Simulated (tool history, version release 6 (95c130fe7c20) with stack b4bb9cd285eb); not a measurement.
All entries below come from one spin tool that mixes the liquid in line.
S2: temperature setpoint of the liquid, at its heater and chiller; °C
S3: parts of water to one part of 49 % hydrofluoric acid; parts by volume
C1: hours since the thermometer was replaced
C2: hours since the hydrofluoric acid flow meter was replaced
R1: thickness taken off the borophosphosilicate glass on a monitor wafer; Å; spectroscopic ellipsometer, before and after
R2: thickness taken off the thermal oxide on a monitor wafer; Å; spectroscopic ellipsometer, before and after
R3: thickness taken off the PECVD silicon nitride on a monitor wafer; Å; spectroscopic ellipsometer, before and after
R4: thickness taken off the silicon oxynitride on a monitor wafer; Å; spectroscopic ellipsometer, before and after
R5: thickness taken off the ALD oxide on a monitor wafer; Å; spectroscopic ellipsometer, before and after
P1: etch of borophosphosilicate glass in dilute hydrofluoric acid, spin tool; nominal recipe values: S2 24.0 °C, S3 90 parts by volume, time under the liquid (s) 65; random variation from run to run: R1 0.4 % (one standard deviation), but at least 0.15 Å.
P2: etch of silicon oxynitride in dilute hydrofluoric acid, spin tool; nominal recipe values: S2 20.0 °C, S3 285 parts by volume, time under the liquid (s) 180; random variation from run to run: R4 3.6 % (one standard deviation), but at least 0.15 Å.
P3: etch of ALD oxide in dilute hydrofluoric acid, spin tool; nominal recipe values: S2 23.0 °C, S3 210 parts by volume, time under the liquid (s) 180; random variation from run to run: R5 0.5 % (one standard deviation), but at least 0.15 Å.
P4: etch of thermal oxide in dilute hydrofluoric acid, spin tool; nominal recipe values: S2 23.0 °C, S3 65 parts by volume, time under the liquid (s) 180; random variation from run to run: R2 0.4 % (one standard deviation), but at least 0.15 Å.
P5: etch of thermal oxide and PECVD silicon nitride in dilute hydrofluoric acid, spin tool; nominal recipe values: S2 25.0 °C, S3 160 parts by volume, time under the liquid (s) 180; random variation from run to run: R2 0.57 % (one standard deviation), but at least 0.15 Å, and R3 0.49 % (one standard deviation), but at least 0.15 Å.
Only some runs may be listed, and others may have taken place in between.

Run 1, hour 18.3: process that ran P1, S2 24.0 °C, S3 90 parts by volume, time under the liquid (s) 65; C1 741.4; C2 295.8. Result: R1 189.650 Å.
Run 2, hour 34.8: process that ran P1, S2 24.0 °C, S3 145 parts by volume, time under the liquid (s) 65; C1 757.9; C2 312.3. Result: R1 111.220 Å.
Run 3, hour 44.2: process that ran P5, S2 25.0 °C, S3 225 parts by volume, time under the liquid (s) 180; C1 767.3; C2 321.7. Result: R2 34.298 Å, R3 47.964 Å.
Run 4, hour 58.8: process that ran P2, S2 20.0 °C, S3 285 parts by volume, time under the liquid (s) 90; C1 781.9; C2 336.3. Result: R4 3.5394 Å.
Run 5, hour 69.6: process that ran P1, S2 30.0 °C, S3 90 parts by volume, time under the liquid (s) 65; C1 792.7; C2 347.1. Result: R1 238.810 Å.
Run 6, hour 81.6: process that ran P5, S2 33.0 °C, S3 160 parts by volume, time under the liquid (s) 180; C1 804.7; C2 359.1. Result: R2 69.466 Å, R3 109.700 Å.
Run 7, hour 93.8: process that ran P1, S2 24.0 °C, S3 90 parts by volume, time under the liquid (s) 65; C1 816.9; C2 371.3. Result: R1 189.780 Å.
Run 8, hour 103.2: process that ran P1, S2 24.0 °C, S3 90 parts by volume, time under the liquid (s) 65; C1 826.3; C2 380.7. Result: R1 188.960 Å.
At hour 111.3: hydrofluoric acid flow meter replaced.
Run 9, hour 114.7: process that ran P2, S2 20.0 °C, S3 285 parts by volume, time under the liquid (s) 180; C1 837.8; C2 3.4. Result: R4 6.7521 Å.
Run 10, hour 128.9: process that ran P1, S2 18.5 °C, S3 90 parts by volume, time under the liquid (s) 65; C1 852.0; C2 17.6. Result: R1 152.740 Å.
Run 11, hour 139.7: process that ran P4, S2 23.0 °C, S3 65 parts by volume, time under the liquid (s) 180; C1 862.8; C2 28.4. Result: R2 130.530 Å.
Run 12, hour 149.8: process that ran P1, S2 24.0 °C, S3 90 parts by volume, time under the liquid (s) 65; C1 872.9; C2 38.5. Result: R1 190.700 Å.
Run 13, hour 165.2: process that ran P3, S2 23.0 °C, S3 315 parts by volume, time under the liquid (s) 180; C1 888.3; C2 53.9. Result: R5 117.530 Å.
Run 14, hour 174.2: process that ran P2, S2 17.0 °C, S3 285 parts by volume, time under the liquid (s) 180; C1 897.3; C2 62.9. Result: R4 6.1456 Å.
Run 15, hour 187.7: process that ran P1, S2 17.0 °C, S3 90 parts by volume, time under the liquid (s) 130; C1 910.8; C2 76.4. Result: R1 286.010 Å.
Run 16, hour 200.0: process that ran P3, S2 18.5 °C, S3 210 parts by volume, time under the liquid (s) 180; C1 923.1; C2 88.7. Result: R5 165.680 Å.
Run 17, hour 211.7: process that ran P3, S2 23.0 °C, S3 210 parts by volume, time under the liquid (s) 180; C1 934.8; C2 100.4. Result: R5 196.940 Å.
Run 18, hour 229.5: process that ran P3, S2 23.0 °C, S3 210 parts by volume, time under the liquid (s) 180; C1 952.6; C2 118.2. Result: R5 195.280 Å.
Run 19, hour 247.2: process that ran P1, S2 24.0 °C, S3 90 parts by volume, time under the liquid (s) 65; C1 970.3; C2 135.9. Result: R1 190.660 Å.
Run 20, hour 259.9: process that ran P1, S2 24.0 °C, S3 90 parts by volume, time under the liquid (s) 95; C1 983.0; C2 148.6. Result: R1 278.100 Å.
Run 21, hour 272.9: process that ran P1, S2 24.0 °C, S3 90 parts by volume, time under the liquid (s) 65; C1 996.0; C2 161.6. Result: R1 191.030 Å.
Run 22, hour 282.6: process that ran P2, S2 20.0 °C, S3 515 parts by volume, time under the liquid (s) 180; C1 1005.7; C2 171.3. Result: R4 3.2622 Å.
Run 23, hour 299.8: process that ran P1, S2 24.0 °C, S3 35 parts by volume, time under the liquid (s) 65; C1 1022.9; C2 188.5. Result: R1 520.420 Å.
Run 24, hour 314.5: process that ran P4, S2 23.0 °C, S3 65 parts by volume, time under the liquid (s) 305; C1 1037.6; C2 203.2. Result: R2 221.870 Å.
Run 25, hour 330.7: process that ran P4, S2 31.0 °C, S3 65 parts by volume, time under the liquid (s) 180; C1 1053.8; C2 219.4. Result: R2 178.610 Å.
Run 26, hour 343.2: process that ran P5, S2 25.0 °C, S3 160 parts by volume, time under the liquid (s) 180; C1 1066.3; C2 231.9. Result: R2 52.335 Å, R3 66.941 Å.
Run 27, hour 354.0: process that ran P1, S2 24.0 °C, S3 90 parts by volume, time under the liquid (s) 65; C1 1077.1; C2 242.7. Result: R1 191.290 Å.
Run 28, hour 362.2: process that ran P3, S2 23.0 °C, S3 210 parts by volume, time under the liquid (s) 50; C1 1085.3; C2 250.9. Result: R5 54.468 Å.
Run 29, hour 378.6: process that ran P4, S2 23.0 °C, S3 100 parts by volume, time under the liquid (s) 180; C1 1101.7; C2 267.3. Result: R2 80.728 Å.
Run 30, hour 392.9: process that ran P1, S2 24.0 °C, S3 90 parts by volume, time under the liquid (s) 35; C1 1116.0; C2 281.6. Result: R1 102.580 Å.
Run 31, hour 407.7: process that ran P5, S2 25.0 °C, S3 160 parts by volume, time under the liquid (s) 320; C1 1130.8; C2 296.4. Result: R2 93.113 Å, R3 119.150 Å.
Run 32, hour 422.5: process that ran P1, S2 20.5 °C, S3 120 parts by volume, time under the liquid (s) 65; C1 1145.6; C2 311.2. Result: R1 118.740 Å.
Run 33, hour 437.6: process that ran P1, S2 28.0 °C, S3 90 parts by volume, time under the liquid (s) 15; C1 1160.7; C2 326.3. Result: R1 51.213 Å.
Run 34, hour 454.0: process that ran P1, S2 24.0 °C, S3 90 parts by volume, time under the liquid (s) 65; C1 1177.1; C2 342.7. Result: R1 191.480 Å.
Run 35, hour 471.5: process that ran P1, S2 24.0 °C, S3 90 parts by volume, time under the liquid (s) 65; C1 1194.6; C2 360.2. Result: R1 185.570 Å.
Run 36, hour 480.5: process that ran P1, S2 24.0 °C, S3 90 parts by volume, time under the liquid (s) 65; C1 1203.6; C2 369.2. Result: R1 182.900 Å.
Run 37, hour 496.4: process that ran P1, S2 24.0 °C, S3 90 parts by volume, time under the liquid (s) 65; C1 1219.5; C2 385.1. Result: R1 180.810 Å.
Run 38, hour 513.4: process that ran P1, S2 24.0 °C, S3 90 parts by volume, time under the liquid (s) 65; C1 1236.5; C2 402.1. Result: R1 178.420 Å.
Run 39, hour 524.0: process that ran P1, S2 24.0 °C, S3 90 parts by volume, time under the liquid (s) 65; C1 1247.1; C2 412.7. Result: R1 177.960 Å.

Forecast run 40:
Run 40, hour 540.3: process that ran P1, S2 24.0 °C, S3 90 parts by volume, time under the liquid (s) 65; C1 1263.4; C2 429.0. Result: R1 ?.

Run 40 came out at R1 177.610 Å.

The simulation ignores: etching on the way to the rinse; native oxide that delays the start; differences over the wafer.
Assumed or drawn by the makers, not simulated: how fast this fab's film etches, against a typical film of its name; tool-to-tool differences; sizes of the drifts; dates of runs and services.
